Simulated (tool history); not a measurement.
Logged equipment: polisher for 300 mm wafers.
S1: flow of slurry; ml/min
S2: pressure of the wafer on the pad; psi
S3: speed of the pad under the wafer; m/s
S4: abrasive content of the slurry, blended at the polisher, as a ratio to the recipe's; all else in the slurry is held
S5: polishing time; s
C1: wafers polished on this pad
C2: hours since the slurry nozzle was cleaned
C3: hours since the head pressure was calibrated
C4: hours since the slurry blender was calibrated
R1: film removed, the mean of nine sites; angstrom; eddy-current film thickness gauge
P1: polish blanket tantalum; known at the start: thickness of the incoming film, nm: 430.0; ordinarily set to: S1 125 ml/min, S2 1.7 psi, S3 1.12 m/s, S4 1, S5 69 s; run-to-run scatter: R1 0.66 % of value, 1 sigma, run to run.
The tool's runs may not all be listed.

run,hour,S1,S2,S3,S4,S5,C1,C2,C3,C4,R1
1,7.2,125,1.7,1.12,1,69,361,477.8,344.3,123.6,1038.7
2,14.9,125,1.2,1.12,1,43,464,485.5,352,131.3,451.01
3,23.7,180,1.7,1.12,1,69,583,494.3,360.8,140.1,1084.7
4,31.7,125,0.8,1.12,1,69,690,502.3,368.8,148.1,478.09
5,42.2,125,1.7,1.12,1,47,831,512.8,379.3,158.6,696.75
6,52.3,125,1.7,1.12,1,69,967,522.9,389.4,168.7,1020.9
7,60.7,125,1.7,1.12,1.3,69,1080,531.3,397.8,177.1,1106.6
8,69.7,125,1.7,1.12,0.55,69,1201,540.3,406.8,186.1,824.78
9,76.4,75,1.7,1.12,1,69,1291,547,413.5,192.8,892.68
10,81.7,125,2.5,1.12,1,69,1363,552.3,418.8,198.1,1519.2
11,87,125,1.7,1.12,1,69,1434,557.6,424.1,203.4,1023.6
12,97.8,125,1.7,0.5,1,69,1579,568.4,434.9,214.2,461.23
13,107.3,125,1.7,1.12,1,69,1707,577.9,444.4,223.7,1021.8
14,118.8,125,1.7,1.12,1,69,1862,589.4,455.9,235.2,1025.2
15,126.5,125,1.7,1.12,1,107,1965,597.1,463.6,242.9,1572.3
16,133.8,125,1.7,1.12,1,69,2064,604.4,470.9,250.2,1023.4
17,143.2,125,1.7,1.78,1,69,2190,613.8,480.3,259.6,1633
18,154.7,125,1.7,1.12,1,69,2345,625.3,491.8,271.1,1032.2
19,166.8,125,1.7,1.12,1,69,2508,637.4,503.9,283.2,984.64
20,176.7,125,1.7,1.12,1,69,2641,647.3,513.8,293.1,969.79
21,187.6,125,1.7,1.12,1,69,2787,658.2,524.7,304,963.24
22,198.1,125,1.7,1.12,1,69,2929,668.7,535.2,314.5,955.55
# hour 201.1: worn pad replaced by a new one
23,205.2,125,1.7,1.12,1,69,55,675.8,542.3,321.6,952.33
24,213.3,125,1.7,1.12,1,69,164,683.9,550.4,329.7,947.07
# hour 217.1: slurry blender recalibrated
25,220.4,125,1.7,1.12,1,69,259,691,557.5,3.4,931.99
26,228,125,1.7,1.12,1,69,361,698.6,565.1,11,940.5
27,238.3,125,1.7,1.12,1,69,500,708.9,575.4,21.3,931.36
28,245.8,125,1.7,1.12,1,69,601,716.4,582.9,28.8,932.18
29,256.1,125,1.7,1.12,1,69,739,726.7,593.2,39.1,934.75

What P1 gives has crept away from where it was. These 2 causes fit the log equally well, each at the size given:
A: head's pressure below its setpoint, % = 8.79
B: slurry flow missing at the pad, % = 31.3
At approximately hour 154.7, the process output began to creep.
Excluded causes, each with its reason:
removal rate lost through wear of the pad, %: its service at hour 201.1 followed the start of the drift and did not put the process back to its old value
abrasive missing from the slurry, %: its service at hour 217.1 followed the start of the drift and did not put the process back to its old value

Each of the 4 check runs below uses one wafer; its results are left as question marks. Which run tells the causes apart?
check 1,266.4,125,2.3,1.12,1,69,,,,,?
check 2,266.4,125,1.7,1.12,0.55,104,,,,,?
check 3,266.4,125,2.1,1.7,1,69,,,,,?
check 4,266.4,75,1.7,1.12,0.7,69,,,,,?

Expected result of each check under each candidate cause:
check,result,if A,if B
check 1,R1,1263,1263.2
check 2,R1,1140.5,1140.6
check 3,R1,1750.4,1750.6
check 4,R1,728.05,692.76
Per-check spread between the two closest causes, in the result where they differ most: check 1 0.01 %; check 2 0.01 %; check 3 0.01 %; check 4 4.97 %
Check 4 tells the causes apart: in the others they would give nearly the same result.

After running check 4, the following was obtained: R1 725.11 angstrom. Which cause does this point to?

Of the candidate causes, it is A: head's pressure below its setpoint, %.
